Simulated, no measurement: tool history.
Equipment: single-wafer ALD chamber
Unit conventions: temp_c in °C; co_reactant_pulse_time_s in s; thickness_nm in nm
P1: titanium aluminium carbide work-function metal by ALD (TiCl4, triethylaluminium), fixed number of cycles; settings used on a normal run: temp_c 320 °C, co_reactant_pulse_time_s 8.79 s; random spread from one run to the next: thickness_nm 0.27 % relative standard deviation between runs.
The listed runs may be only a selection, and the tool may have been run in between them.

run,hour,temp_c,co_reactant_pulse_time_s,hours since the last thermocouple change,hours since the last triethylaluminium bottle change,thickness_nm
1,7.3,320,8.79,1803.3,206,2.1164
2,17.3,320,8.79,1813.3,216,2.1264
3,23.4,342,8.79,1819.4,222.1,2.3122
# hour 25.1: thermocouple changed; heater temperature recalibrated
4,28.1,339,11.86,3.1,226.8,2.3621
5,35.7,309,3.97,10.7,234.4,1.5799
6,43.2,320,8.79,18.2,241.9,2.1181
7,48.9,320,3.61,23.9,247.6,1.587
8,58.1,295,8.79,33.1,256.8,1.9123
9,64.5,320,8.79,39.5,263.2,2.121
10,71.1,320,8.79,46.1,269.8,2.1255

Run 11 comes next. What will it give?
11,78.3,320,12.19,53.3,277,?

thickness_nm: 2.1956 nm
